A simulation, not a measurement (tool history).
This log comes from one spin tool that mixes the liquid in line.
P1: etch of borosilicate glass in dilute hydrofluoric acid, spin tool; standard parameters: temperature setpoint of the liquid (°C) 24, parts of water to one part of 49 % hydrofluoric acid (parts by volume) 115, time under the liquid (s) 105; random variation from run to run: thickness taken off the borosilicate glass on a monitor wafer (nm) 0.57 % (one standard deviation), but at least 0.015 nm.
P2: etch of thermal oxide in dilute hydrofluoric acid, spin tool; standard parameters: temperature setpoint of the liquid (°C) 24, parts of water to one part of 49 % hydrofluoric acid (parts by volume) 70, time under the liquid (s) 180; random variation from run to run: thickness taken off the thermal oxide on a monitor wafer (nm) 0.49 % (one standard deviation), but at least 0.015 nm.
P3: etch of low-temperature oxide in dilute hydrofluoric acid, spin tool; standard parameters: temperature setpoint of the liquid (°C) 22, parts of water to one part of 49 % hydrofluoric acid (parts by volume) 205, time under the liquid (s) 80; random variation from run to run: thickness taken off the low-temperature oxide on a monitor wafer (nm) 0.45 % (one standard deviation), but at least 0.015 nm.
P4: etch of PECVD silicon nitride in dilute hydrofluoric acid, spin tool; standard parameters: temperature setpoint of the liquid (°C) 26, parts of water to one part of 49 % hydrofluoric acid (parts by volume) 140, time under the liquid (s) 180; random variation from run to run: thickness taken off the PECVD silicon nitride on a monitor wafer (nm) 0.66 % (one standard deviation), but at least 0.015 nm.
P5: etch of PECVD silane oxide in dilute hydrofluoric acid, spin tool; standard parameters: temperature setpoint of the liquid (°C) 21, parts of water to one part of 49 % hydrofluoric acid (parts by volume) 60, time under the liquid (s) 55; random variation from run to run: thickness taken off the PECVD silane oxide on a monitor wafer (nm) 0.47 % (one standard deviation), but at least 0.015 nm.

| run | hour | process that ran | temperature setpoint of the liquid (°C) | parts of water to one part of 49 % hydrofluoric acid (parts by volume) | time under the liquid (s) | thickness taken off the borosilicate glass on a monitor wafer (nm) | thickness taken off the PECVD silicon nitride on a monitor wafer (nm) | thickness taken off the thermal oxide on a monitor wafer (nm) | thickness taken off the low-temperature oxide on a monitor wafer (nm) | thickness taken off the PECVD silane oxide on a monitor wafer (nm) |
|---|---|---|---|---|---|---|---|---|---|---|
| 1 | 6.2 | P1 | 24 | 115 | 105 | 31.719 |  |  |  |  |
| 2 | 9.9 | P4 | 30 | 140 | 180 |  | 4.4744 |  |  |  |
| 3 | 16.3 | P2 | 24 | 70 | 180 |  |  | 12.619 |  |  |
| 4 | 20 | P1 | 24 | 55 | 105 | 71.948 |  |  |  |  |
| 5 | 24.3 | P1 | 24 | 115 | 105 | 31.934 |  |  |  |  |
| 6 | 30.1 | P1 | 27.5 | 115 | 20 | 6.8907 |  |  |  |  |
| 7 | 33.5 | P2 | 24 | 70 | 40 |  |  | 2.8154 |  |  |
| 8 | 39.5 | P1 | 17 | 115 | 195 | 44.657 |  |  |  |  |
| 9 | 45.5 | P2 | 17 | 70 | 180 |  |  | 9.4508 |  |  |
| 10 | 50.9 | P3 | 22 | 305 | 80 |  |  |  | 5.3116 |  |
| 11 | 54 | P1 | 24 | 115 | 105 | 31.618 |  |  |  |  |
| 12 | 58.2 | P1 | 24 | 115 | 105 | 31.718 |  |  |  |  |
| 13 | 62.9 | P4 | 26 | 240 | 180 |  | 2.024 |  |  |  |
| 14 | 68.2 | P3 | 18.5 | 205 | 80 |  |  |  | 7.6112 |  |
| 15 | 72.9 | P3 | 22 | 205 | 80 |  |  |  | 8.6673 |  |
| 16 | 76.1 | P4 | 26 | 140 | 180 |  | 3.4438 |  |  |  |
| 17 | 82.2 | P1 | 24 | 115 | 105 | 32 |  |  |  |  |
| 18 | 89 | P1 | 19 | 115 | 105 | 25.892 |  |  |  |  |
| 19 | 92.7 | P1 | 24 | 115 | 190 | 57.989 |  |  |  |  |
| 20 | 99 | P1 | 24 | 115 | 105 | 31.549 |  |  |  |  |
| 21 | 105.5 | P1 | 24 | 115 | 105 | 31.805 |  |  |  |  |
| 22 | 110 | P4 | 26 | 140 | 180 |  | 3.4258 |  |  |  |
| 23 | 114.1 | P1 | 24 | 35 | 60 | 66.26 |  |  |  |  |
| 24 | 117.1 | P1 | 24 | 115 | 20 | 6.0489 |  |  |  |  |
| 25 | 120.5 | P5 | 21 | 60 | 55 |  |  |  |  | 31.244 |
| 26 | 126.7 | P5 | 21 | 60 | 15 |  |  |  |  | 8.4226 |
| 27 | 132.6 | P3 | 22 | 205 | 160 |  |  |  | 17.417 |  |
| 28 | 137.7 | P5 | 27.5 | 60 | 55 |  |  |  |  | 40.435 |
| 29 | 140.8 | P5 | 21 | 100 | 55 |  |  |  |  | 17.684 |
|  | 140.9 | hydrofluoric acid flow meter replaced |
| 30 | 145.6 | P2 | 24 | 105 | 180 |  |  | 8.011 |  |  |
| 31 | 149.6 | P1 | 24 | 205 | 105 | 16.357 |  |  |  |  |
| 32 | 154.3 | P2 | 24 | 70 | 180 |  |  | 12.75 |  |  |
| 33 | 158.5 | P4 | 26 | 140 | 275 |  | 5.2912 |  |  |  |
| 34 | 163.6 | P1 | 27.5 | 115 | 105 | 36.568 |  |  |  |  |
| 35 | 169.1 | P1 | 24 | 115 | 105 | 31.621 |  |  |  |  |
| 36 | 173.8 | P1 | 24 | 115 | 105 | 31.082 |  |  |  |  |
| 37 | 178.3 | P1 | 24 | 115 | 105 | 30.823 |  |  |  |  |
| 38 | 183.3 | P1 | 24 | 115 | 105 | 30.398 |  |  |  |  |
| 39 | 188.6 | P1 | 24 | 115 | 105 | 30.178 |  |  |  |  |
| 40 | 194.9 | P1 | 24 | 115 | 105 | 30.093 |  |  |  |  |
| 41 | 198.6 | P1 | 24 | 115 | 105 | 30.234 |  |  |  |  |
| 42 | 203 | P1 | 24 | 115 | 105 | 29.774 |  |  |  |  |
| 43 | 208.1 | P1 | 24 | 115 | 105 | 29.866 |  |  |  |  |

P1 has crept away from where it was. The log is fitted equally well by each of these 2 causes, at the sizes shown:
A: hydrofluoric acid flow below the setpoint (%) = 4.86
B: liquid colder than its thermometer reads (K) = 1.45
The onset of the drift is placed at about hour 169.1.

Which of the check runs below tells the causes apart, meaning the causes would give it clearly different results? Each run uses 2 wafers whose results are averaged, and each result is shown as a question mark.
| check 1 | 213.2 | P4 | 26 | 140 | 180 |  | ? |  |  |  |
| check 2 | 213.2 | P3 | 22 | 205 | 80 |  |  |  | ? |  |
| check 3 | 213.2 | P2 | 24 | 70 | 180 |  |  | ? |  |  |
| check 4 | 213.2 | P5 | 21 | 60 | 55 |  |  |  |  | ? |

If the cause were each of the candidates in turn, the checks would give the following:
| check | result | if A | if B |
|---|---|---|---|
| check 1 | thickness taken off the PECVD silicon nitride on a monitor wafer (nm) | 3.2951 | 3.1557 |
| check 2 | thickness taken off the low-temperature oxide on a monitor wafer (nm) | 8.1674 | 8.2116 |
| check 3 | thickness taken off the thermal oxide on a monitor wafer (nm) | 11.989 | 11.933 |
| check 4 | thickness taken off the PECVD silane oxide on a monitor wafer (nm) | 29.442 | 29.22 |
Per check, the gap between the least separated pair of causes, taken in the result that splits them most: check 1 4.32 %; check 2 0.54 %; check 3 0.46 %; check 4 0.76 %
Only check 1 tells the causes apart: in the others they would give nearly the same result.

With check 1 done, the readings were: thickness taken off the PECVD silicon nitride on a monitor wafer (nm) 3.16. Identify which of the listed causes applies.

The cause is B: liquid colder than its thermometer reads (K).
